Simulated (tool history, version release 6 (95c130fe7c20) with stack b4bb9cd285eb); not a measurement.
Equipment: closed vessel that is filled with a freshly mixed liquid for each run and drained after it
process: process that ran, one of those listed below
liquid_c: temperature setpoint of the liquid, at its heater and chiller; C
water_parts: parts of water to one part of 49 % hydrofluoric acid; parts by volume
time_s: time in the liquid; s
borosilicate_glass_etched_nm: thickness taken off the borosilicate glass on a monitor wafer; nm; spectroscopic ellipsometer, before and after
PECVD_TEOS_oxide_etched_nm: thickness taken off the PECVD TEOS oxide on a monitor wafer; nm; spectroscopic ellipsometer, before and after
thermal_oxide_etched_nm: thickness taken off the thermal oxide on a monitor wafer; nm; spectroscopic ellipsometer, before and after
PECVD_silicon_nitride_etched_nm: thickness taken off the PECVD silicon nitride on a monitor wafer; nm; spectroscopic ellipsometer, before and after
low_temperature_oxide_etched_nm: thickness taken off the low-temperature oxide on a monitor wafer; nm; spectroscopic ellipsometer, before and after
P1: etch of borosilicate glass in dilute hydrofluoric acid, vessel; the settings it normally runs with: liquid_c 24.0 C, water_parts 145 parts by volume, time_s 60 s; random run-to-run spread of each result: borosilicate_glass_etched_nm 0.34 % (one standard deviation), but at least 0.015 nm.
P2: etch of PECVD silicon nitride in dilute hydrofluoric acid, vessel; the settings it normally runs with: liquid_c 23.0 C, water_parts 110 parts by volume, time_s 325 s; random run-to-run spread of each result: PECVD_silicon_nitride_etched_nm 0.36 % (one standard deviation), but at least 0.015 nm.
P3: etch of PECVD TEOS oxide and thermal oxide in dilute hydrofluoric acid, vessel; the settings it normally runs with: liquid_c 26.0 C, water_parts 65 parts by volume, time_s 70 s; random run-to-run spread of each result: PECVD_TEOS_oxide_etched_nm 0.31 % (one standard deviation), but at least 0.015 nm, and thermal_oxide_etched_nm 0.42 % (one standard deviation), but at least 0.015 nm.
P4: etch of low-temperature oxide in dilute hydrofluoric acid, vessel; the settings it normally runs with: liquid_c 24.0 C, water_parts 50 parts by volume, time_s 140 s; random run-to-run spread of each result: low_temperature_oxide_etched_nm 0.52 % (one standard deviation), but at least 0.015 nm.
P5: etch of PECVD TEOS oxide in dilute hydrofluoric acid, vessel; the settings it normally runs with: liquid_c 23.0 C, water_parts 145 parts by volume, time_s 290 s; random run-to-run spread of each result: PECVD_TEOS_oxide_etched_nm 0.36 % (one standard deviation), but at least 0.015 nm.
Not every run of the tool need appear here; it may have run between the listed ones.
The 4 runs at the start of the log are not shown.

run,hour,process,liquid_c,water_parts,time_s,hours since the thermometer was replaced,hours since the hydrofluoric acid flow meter was replaced,borosilicate_glass_etched_nm,PECVD_TEOS_oxide_etched_nm,thermal_oxide_etched_nm,PECVD_silicon_nitride_etched_nm,low_temperature_oxide_etched_nm
5,63.6,P3,26.0,65,35,801.9,1409.2,,11.463,2.7883,,
6,75.5,P3,26.0,65,70,813.8,1421.1,,22.807,5.5692,,
7,85.6,P2,23.0,110,325,823.9,1431.2,,,,14.978,
8,93.0,P1,24.0,240,30,831.3,1438.6,3.7576,,,,
9,102.2,P5,23.0,145,440,840.5,1447.8,,80.767,,,
10,109.9,P5,23.0,35,290,848.2,1455.5,,249.130,,,
11,125.8,P4,24.0,50,205,864.1,1471.4,,,,,59.047
12,133.3,P2,23.0,110,565,871.6,1478.9,,,,26.032,
13,144.0,P4,24.0,50,140,882.3,1489.6,,,,,40.142
14,151.7,P4,24.0,80,140,890.0,1497.3,,,,,24.043
15,161.3,P2,23.0,150,325,899.6,1506.9,,,,11.045,
16,176.8,P1,24.0,145,60,915.1,1522.4,13.7770,,,,
17,184.7,P1,18.5,145,60,923.0,1530.3,11.1620,,,,
18,197.2,P2,23.0,110,325,935.5,1542.8,,,,14.950,
19,211.3,P1,31.0,145,60,949.6,1556.9,17.7760,,,,
20,222.5,P5,23.0,145,290,960.8,1568.1,,53.014,,,
21,230.7,P1,24.0,145,60,969.0,1576.3,13.8000,,,,
22,246.5,P1,24.0,145,115,984.8,1592.1,26.3820,,,,
23,260.3,P4,28.0,50,140,998.6,1605.9,,,,,47.171
24,270.0,P3,26.0,95,70,1008.3,1615.6,,14.933,3.6522,,
25,279.2,P1,24.0,240,30,1017.5,1624.8,3.7603,,,,
26,295.3,P2,28.0,110,325,1033.6,1640.9,,,,20.781,
27,303.3,P3,20.0,65,70,1041.6,1648.9,,17.788,4.3519,,

For run 28, what comes out?
28,312.8,P4,24.0,50,140,1051.1,1658.4,,,,,?

Run 28 yielded low_temperature_oxide_etched_nm 40.364 nm.
